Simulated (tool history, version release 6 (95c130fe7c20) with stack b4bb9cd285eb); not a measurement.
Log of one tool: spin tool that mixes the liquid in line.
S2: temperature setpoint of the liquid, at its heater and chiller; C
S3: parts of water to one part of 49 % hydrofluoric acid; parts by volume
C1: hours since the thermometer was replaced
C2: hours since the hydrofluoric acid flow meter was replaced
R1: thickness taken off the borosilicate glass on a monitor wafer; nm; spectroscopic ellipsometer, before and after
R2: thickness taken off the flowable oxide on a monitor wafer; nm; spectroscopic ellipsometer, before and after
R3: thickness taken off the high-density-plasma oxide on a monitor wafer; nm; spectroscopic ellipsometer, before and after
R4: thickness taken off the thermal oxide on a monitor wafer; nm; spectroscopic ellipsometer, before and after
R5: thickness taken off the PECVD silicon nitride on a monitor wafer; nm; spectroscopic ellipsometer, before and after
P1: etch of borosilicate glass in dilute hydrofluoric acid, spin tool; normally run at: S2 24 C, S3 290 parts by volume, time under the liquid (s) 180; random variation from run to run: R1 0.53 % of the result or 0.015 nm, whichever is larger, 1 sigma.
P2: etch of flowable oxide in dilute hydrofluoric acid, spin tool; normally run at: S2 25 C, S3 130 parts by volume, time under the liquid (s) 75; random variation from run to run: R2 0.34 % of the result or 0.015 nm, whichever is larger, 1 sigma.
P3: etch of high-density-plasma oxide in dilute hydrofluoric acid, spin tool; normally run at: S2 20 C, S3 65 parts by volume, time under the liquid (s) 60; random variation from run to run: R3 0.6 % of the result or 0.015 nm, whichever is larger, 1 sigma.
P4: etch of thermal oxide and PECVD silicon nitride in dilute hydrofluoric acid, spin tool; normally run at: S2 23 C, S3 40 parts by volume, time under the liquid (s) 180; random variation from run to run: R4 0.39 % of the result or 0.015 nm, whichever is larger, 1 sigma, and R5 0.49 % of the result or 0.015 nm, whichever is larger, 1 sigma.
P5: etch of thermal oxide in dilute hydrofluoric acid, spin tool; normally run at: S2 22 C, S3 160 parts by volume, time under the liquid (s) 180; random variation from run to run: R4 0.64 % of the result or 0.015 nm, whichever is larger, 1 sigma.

Run 1, day 0.346: process that ran P1, S2 24 C, S3 290 parts by volume, time under the liquid (s) 180; C1 720.1; C2 1459.2. Result: R1 14.273 nm.
Run 2, day 0.546: process that ran P1, S2 31.5 C, S3 290 parts by volume, time under the liquid (s) 180; C1 724.9; C2 1464. Result: R1 18.589 nm.
Run 3, day 0.862: process that ran P2, S2 25 C, S3 25 parts by volume, time under the liquid (s) 75; C1 732.5; C2 1471.6. Result: R2 227.96 nm.
Run 4, day 1.183: process that ran P1, S2 24 C, S3 290 parts by volume, time under the liquid (s) 180; C1 740.2; C2 1479.3. Result: R1 14.356 nm.
Run 5, day 1.388: process that ran P3, S2 20 C, S3 110 parts by volume, time under the liquid (s) 60; C1 745.1; C2 1484.2. Result: R3 2.4412 nm.
Run 6, day 1.717: process that ran P1, S2 24 C, S3 290 parts by volume, time under the liquid (s) 180; C1 753; C2 1492.1. Result: R1 14.275 nm.
Run 7, day 1.9: process that ran P5, S2 22 C, S3 160 parts by volume, time under the liquid (s) 15; C1 757.4; C2 1496.5. Result: R4 0.37286 nm.
Run 8, day 2.067: process that ran P5, S2 22 C, S3 70 parts by volume, time under the liquid (s) 180; C1 761.4; C2 1500.5. Result: R4 11.867 nm.
Run 9, day 2.262: process that ran P4, S2 23 C, S3 40 parts by volume, time under the liquid (s) 180; C1 766.1; C2 1505.2. Result: R4 21.322 nm, R5 23.876 nm.
At day 2.425: thermometer replaced.
Run 10, day 2.521: process that ran P5, S2 17 C, S3 160 parts by volume, time under the liquid (s) 180; C1 2.4; C2 1511.4. Result: R4 3.7727 nm.
Run 11, day 2.875: process that ran P4, S2 23 C, S3 40 parts by volume, time under the liquid (s) 180; C1 10.9; C2 1519.9. Result: R4 21.231 nm, R5 23.91 nm.
Run 12, day 3.088: process that ran P2, S2 25 C, S3 130 parts by volume, time under the liquid (s) 120; C1 16; C2 1525. Result: R2 61.28 nm.
Run 13, day 3.388: process that ran P1, S2 24 C, S3 120 parts by volume, time under the liquid (s) 15; C1 23.2; C2 1532.2. Result: R1 3.4571 nm.
Run 14, day 3.55: process that ran P1, S2 24 C, S3 290 parts by volume, time under the liquid (s) 180; C1 27.1; C2 1536.1. Result: R1 14.409 nm.
Run 15, day 3.817: process that ran P3, S2 20 C, S3 65 parts by volume, time under the liquid (s) 15; C1 33.5; C2 1542.5. Result: R3 1.0633 nm.
Run 16, day 4.108: process that ran P2, S2 33 C, S3 130 parts by volume, time under the liquid (s) 75; C1 40.5; C2 1549.5. Result: R2 51.527 nm.
Run 17, day 4.433: process that ran P4, S2 31.5 C, S3 40 parts by volume, time under the liquid (s) 180; C1 48.3; C2 1557.3. Result: R4 29.969 nm, R5 41.65 nm.
Run 18, day 4.796: process that ran P4, S2 23 C, S3 40 parts by volume, time under the liquid (s) 285; C1 57; C2 1566. Result: R4 33.873 nm, R5 37.66 nm.
Run 19, day 4.996: process that ran P5, S2 22 C, S3 160 parts by volume, time under the liquid (s) 180; C1 61.8; C2 1570.8. Result: R4 4.665 nm.
Run 20, day 5.367: process that ran P2, S2 25 C, S3 130 parts by volume, time under the liquid (s) 75; C1 70.7; C2 1579.7. Result: R2 38.206 nm.
Run 21, day 5.579: process that ran P1, S2 20.5 C, S3 290 parts by volume, time under the liquid (s) 320; C1 75.8; C2 1584.8. Result: R1 22.616 nm.
Run 22, day 5.925: process that ran P4, S2 23 C, S3 20 parts by volume, time under the liquid (s) 180; C1 84.1; C2 1593.1. Result: R4 43.767 nm, R5 46.273 nm.
Run 23, day 6.221: process that ran P1, S2 24 C, S3 290 parts by volume, time under the liquid (s) 180; C1 91.2; C2 1600.2. Result: R1 14.215 nm.
Run 24, day 6.583: process that ran P1, S2 24 C, S3 465 parts by volume, time under the liquid (s) 325; C1 99.9; C2 1608.9. Result: R1 13.709 nm.
Run 25, day 6.85: process that ran P1, S2 24 C, S3 290 parts by volume, time under the liquid (s) 300; C1 106.3; C2 1615.3. Result: R1 23.963 nm.
Run 26, day 7.142: process that ran P2, S2 25 C, S3 130 parts by volume, time under the liquid (s) 75; C1 113.3; C2 1622.3. Result: R2 38.566 nm.
Run 27, day 7.433: process that ran P1, S2 24 C, S3 290 parts by volume, time under the liquid (s) 20; C1 120.3; C2 1629.3. Result: R1 1.6136 nm.
Run 28, day 7.8: process that ran P1, S2 18 C, S3 290 parts by volume, time under the liquid (s) 180; C1 129.1; C2 1638.1. Result: R1 11.462 nm.
Run 29, day 7.971: process that ran P3, S2 17 C, S3 65 parts by volume, time under the liquid (s) 60; C1 133.2; C2 1642.2. Result: R3 3.6915 nm.
Run 30, day 8.208: process that ran P1, S2 24 C, S3 145 parts by volume, time under the liquid (s) 180; C1 138.9; C2 1647.9. Result: R1 33.199 nm.
Run 31, day 8.512: process that ran P1, S2 24 C, S3 440 parts by volume, time under the liquid (s) 180; C1 146.2; C2 1655.2. Result: R1 8.211 nm.
Run 32, day 8.738: process that ran P3, S2 20 C, S3 65 parts by volume, time under the liquid (s) 60; C1 151.6; C2 1660.6. Result: R3 4.275 nm.
Run 33, day 9.054: process that ran P1, S2 24 C, S3 290 parts by volume, time under the liquid (s) 180; C1 159.2; C2 1668.2. Result: R1 14.25 nm.
Run 34, day 9.246: process that ran P1, S2 24 C, S3 290 parts by volume, time under the liquid (s) 180; C1 163.8; C2 1672.8. Result: R1 14.843 nm.
Run 35, day 9.521: process that ran P1, S2 24 C, S3 290 parts by volume, time under the liquid (s) 180; C1 170.4; C2 1679.4. Result: R1 15.08 nm.
Run 36, day 9.838: process that ran P1, S2 24 C, S3 290 parts by volume, time under the liquid (s) 180; C1 178; C2 1687. Result: R1 15.316 nm.
Run 37, day 10.129: process that ran P1, S2 24 C, S3 290 parts by volume, time under the liquid (s) 180; C1 185; C2 1694. Result: R1 15.196 nm.
Run 38, day 10.333: process that ran P1, S2 24 C, S3 290 parts by volume, time under the liquid (s) 180; C1 189.9; C2 1698.9. Result: R1 15.397 nm.
Run 39, day 10.512: process that ran P1, S2 24 C, S3 290 parts by volume, time under the liquid (s) 180; C1 194.2; C2 1703.2. Result: R1 15.443 nm.

What P1 gives has crept away from where it was. These 2 causes fit the log equally well, each at the size given:
A: liquid hotter than its thermometer reads (K) = 2.2
B: hydrofluoric acid flow above the setpoint (%) = 6.1
The creep began at about day 9.054.

4 check runs are offered, one wafer each, their results left as question marks. Which one tells the causes apart?
Run check 1, day 10.692: process that ran P4, S2 29.5 C, S3 40 parts by volume, time under the liquid (s) 280. Result: R4 ?, R5 ?.
Run check 2, day 10.692: process that ran P2, S2 32.5 C, S3 130 parts by volume, time under the liquid (s) 75. Result: R2 ?.
Run check 3, day 10.692: process that ran P3, S2 20 C, S3 110 parts by volume, time under the liquid (s) 15. Result: R3 ?.
Run check 4, day 10.692: process that ran P5, S2 17 C, S3 160 parts by volume, time under the liquid (s) 20. Result: R4 ?.

What each check would give under each cause:
  check  result     if A     if B
check 1      R4   47.176   46.057
check 1      R5   66.218   60.884
check 2      R2   54.717     54.3
check 3      R3  0.65546  0.64073
check 4      R4  0.46094  0.45154
How far apart the two closest causes lie, in the result that separates them most: check 1 8.4 %; check 2 0.77 %; check 3 2.27 %; check 4 2.06 %
Only check 1 tells the causes apart: in the others they would give nearly the same result.

Then check 1 was run and gave: R4 46.227 nm; R5 60.96 nm. Which cause is it?

It is B: hydrofluoric acid flow above the setpoint (%).
